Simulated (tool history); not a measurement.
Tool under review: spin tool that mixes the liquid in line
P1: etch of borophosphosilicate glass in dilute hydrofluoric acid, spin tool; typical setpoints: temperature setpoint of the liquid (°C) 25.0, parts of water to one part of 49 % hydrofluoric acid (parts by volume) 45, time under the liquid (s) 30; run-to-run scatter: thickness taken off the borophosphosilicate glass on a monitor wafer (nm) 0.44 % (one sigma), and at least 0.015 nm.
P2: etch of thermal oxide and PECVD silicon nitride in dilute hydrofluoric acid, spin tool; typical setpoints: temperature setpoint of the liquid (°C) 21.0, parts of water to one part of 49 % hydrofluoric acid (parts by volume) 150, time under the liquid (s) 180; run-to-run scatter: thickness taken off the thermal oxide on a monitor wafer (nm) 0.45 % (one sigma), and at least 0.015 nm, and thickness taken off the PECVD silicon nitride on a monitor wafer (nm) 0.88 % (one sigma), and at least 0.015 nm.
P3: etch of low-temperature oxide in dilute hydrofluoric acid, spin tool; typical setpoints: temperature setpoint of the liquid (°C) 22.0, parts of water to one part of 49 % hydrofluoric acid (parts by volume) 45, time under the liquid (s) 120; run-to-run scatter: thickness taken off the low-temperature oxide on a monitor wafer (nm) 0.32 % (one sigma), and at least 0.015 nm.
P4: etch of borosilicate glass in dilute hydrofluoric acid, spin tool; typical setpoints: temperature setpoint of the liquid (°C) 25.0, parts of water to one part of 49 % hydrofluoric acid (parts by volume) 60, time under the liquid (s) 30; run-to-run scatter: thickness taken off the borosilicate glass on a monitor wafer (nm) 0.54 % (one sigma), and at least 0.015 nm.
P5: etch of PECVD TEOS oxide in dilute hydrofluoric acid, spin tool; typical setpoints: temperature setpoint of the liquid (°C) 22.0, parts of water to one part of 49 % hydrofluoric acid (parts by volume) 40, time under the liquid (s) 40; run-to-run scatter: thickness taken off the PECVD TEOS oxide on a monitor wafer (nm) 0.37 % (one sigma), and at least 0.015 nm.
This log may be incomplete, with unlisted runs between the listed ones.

| run | day | process that ran | temperature setpoint of the liquid (°C) | parts of water to one part of 49 % hydrofluoric acid (parts by volume) | time under the liquid (s) | thickness taken off the borophosphosilicate glass on a monitor wafer (nm) | thickness taken off the low-temperature oxide on a monitor wafer (nm) | thickness taken off the borosilicate glass on a monitor wafer (nm) | thickness taken off the thermal oxide on a monitor wafer (nm) | thickness taken off the PECVD silicon nitride on a monitor wafer (nm) | thickness taken off the PECVD TEOS oxide on a monitor wafer (nm) |
|---|---|---|---|---|---|---|---|---|---|---|---|
| 1 | 0.367 | P1 | 25.0 | 45 | 30 | 42.229 |  |  |  |  |  |
| 2 | 0.625 | P1 | 25.0 | 25 | 30 | 78.119 |  |  |  |  |  |
| 3 | 1.071 | P3 | 22.0 | 45 | 120 |  | 51.1490 |  |  |  |  |
| 4 | 1.417 | P1 | 25.0 | 45 | 15 | 21.222 |  |  |  |  |  |
| 5 | 1.696 | P4 | 25.0 | 100 | 30 |  |  | 6.6442 |  |  |  |
| 6 | 2.000 | P1 | 25.0 | 45 | 30 | 42.119 |  |  |  |  |  |
| 7 | 2.425 | P2 | 21.0 | 95 | 180 |  |  |  | 7.9046 | 3.52550 |  |
| 8 | 2.812 | P1 | 25.0 | 45 | 30 | 42.670 |  |  |  |  |  |
| 9 | 3.167 | P3 | 22.0 | 45 | 15 |  | 6.3865 |  |  |  |  |
| 10 | 3.371 | P1 | 25.0 | 45 | 30 | 41.924 |  |  |  |  |  |
| 11 | 3.658 | P1 | 25.0 | 45 | 30 | 42.213 |  |  |  |  |  |
| 12 | 4.096 | P1 | 25.0 | 20 | 60 | 198.040 |  |  |  |  |  |
| 13 | 4.417 | P5 | 22.0 | 40 | 20 |  |  |  |  |  | 13.555 |
| 14 | 4.767 | P3 | 18.0 | 45 | 120 |  | 42.6160 |  |  |  |  |
| 15 | 5.104 | P2 | 21.0 | 150 | 180 |  |  |  | 4.7567 | 2.25940 |  |
| 16 | 5.321 | P5 | 22.0 | 40 | 40 |  |  |  |  |  | 26.963 |
| 17 | 5.675 | P1 | 30.0 | 45 | 30 | 51.667 |  |  |  |  |  |
| 18 | 5.988 | P5 | 22.0 | 40 | 40 |  |  |  |  |  | 27.110 |
| 19 | 6.404 | P1 | 21.0 | 45 | 30 | 35.662 |  |  |  |  |  |
| 20 | 6.667 | P4 | 25.0 | 60 | 45 |  |  | 17.4710 |  |  |  |
| 21 | 7.075 | P4 | 25.0 | 60 | 30 |  |  | 11.5870 |  |  |  |
| 22 | 7.408 | P5 | 27.5 | 40 | 40 |  |  |  |  |  | 34.080 |
| 23 | 7.725 | P5 | 22.0 | 20 | 40 |  |  |  |  |  | 55.409 |
| 24 | 7.996 | P3 | 22.0 | 45 | 120 |  | 50.8910 |  |  |  |  |
| 25 | 8.250 | P3 | 22.0 | 60 | 120 |  | 37.3250 |  |  |  |  |
| 26 | 8.529 | P2 | 17.0 | 150 | 180 |  |  |  | 4.0028 | 1.71510 |  |
| 27 | 8.875 | P4 | 29.5 | 60 | 30 |  |  | 13.8650 |  |  |  |
| 28 | 9.138 | P1 | 25.0 | 60 | 30 | 30.954 |  |  |  |  |  |
|  | 9.200 | thermometer replaced |
| 29 | 9.467 | P2 | 21.0 | 150 | 45 |  |  |  | 1.1572 | 0.53662 |  |
| 30 | 9.879 | P1 | 25.0 | 65 | 45 | 42.796 |  |  |  |  |  |
| 31 | 10.167 | P1 | 25.0 | 45 | 60 | 84.081 |  |  |  |  |  |
| 32 | 10.504 | P1 | 25.0 | 45 | 30 | 42.486 |  |  |  |  |  |
| 33 | 10.896 | P1 | 25.0 | 45 | 30 | 41.472 |  |  |  |  |  |
| 34 | 11.304 | P1 | 25.0 | 45 | 30 | 40.747 |  |  |  |  |  |
| 35 | 11.679 | P1 | 25.0 | 45 | 30 | 40.269 |  |  |  |  |  |
| 36 | 11.892 | P1 | 25.0 | 45 | 30 | 40.381 |  |  |  |  |  |
| 37 | 12.171 | P1 | 25.0 | 45 | 30 | 40.010 |  |  |  |  |  |
| 38 | 12.629 | P1 | 25.0 | 45 | 30 | 40.212 |  |  |  |  |  |
| 39 | 12.854 | P1 | 25.0 | 45 | 30 | 40.090 |  |  |  |  |  |
| 40 | 13.142 | P1 | 25.0 | 45 | 30 | 40.138 |  |  |  |  |  |
| 41 | 13.588 | P1 | 25.0 | 45 | 30 | 39.824 |  |  |  |  |  |
| 42 | 13.958 | P1 | 25.0 | 45 | 30 | 39.988 |  |  |  |  |  |
| 43 | 14.321 | P1 | 25.0 | 45 | 30 | 39.885 |  |  |  |  |  |

What P1 gives has crept away from where it was. These 2 causes fit the log equally well, each at the size given:
A: hydrofluoric acid flow below the setpoint (%) = 5.47
B: liquid colder than its thermometer reads (K) = 1.46
The creep began at about day 10.504.

The list below offers 4 check runs, each averaging the results of 5 wafers, and shows each result as a question mark. For which of them would the listed causes give clearly different results?
| check 1 | 14.683 | P4 | 25.0 | 60 | 30 |  |  | ? |  |  |  |
| check 2 | 14.683 | P5 | 22.0 | 40 | 40 |  |  |  |  |  | ? |
| check 3 | 14.683 | P3 | 22.0 | 45 | 120 |  | ? |  |  |  |  |
| check 4 | 14.683 | P2 | 21.0 | 150 | 180 |  |  |  | ? | ? |  |

If the cause were each of the candidates in turn, the checks would give the following:
| check | result | if A | if B |
|---|---|---|---|
| check 1 | thickness taken off the borosilicate glass on a monitor wafer (nm) | 10.9210 | 10.9360 |
| check 2 | thickness taken off the PECVD TEOS oxide on a monitor wafer (nm) | 25.558 | 25.488 |
| check 3 | thickness taken off the low-temperature oxide on a monitor wafer (nm) | 48.0660 | 47.9630 |
| check 4 | thickness taken off the thermal oxide on a monitor wafer (nm) | 4.4407 | 4.4742 |
| check 4 | thickness taken off the PECVD silicon nitride on a monitor wafer (nm) | 2.12280 | 2.03490 |
Separation of the two closest causes in each check, using whichever result separates them best: check 1 0.14 %; check 2 0.28 %; check 3 0.22 %; check 4 4.23 %
Of the check runs offered, only check 4 discriminates between the causes; the rest would read about the same regardless of which cause applies.

The results of check 4 are: thickness taken off the thermal oxide on a monitor wafer (nm) 4.4398; thickness taken off the PECVD silicon nitride on a monitor wafer (nm) 2.10580. Based on these, which of the listed causes is it?

The correct cause is A, namely: hydrofluoric acid flow below the setpoint (%).
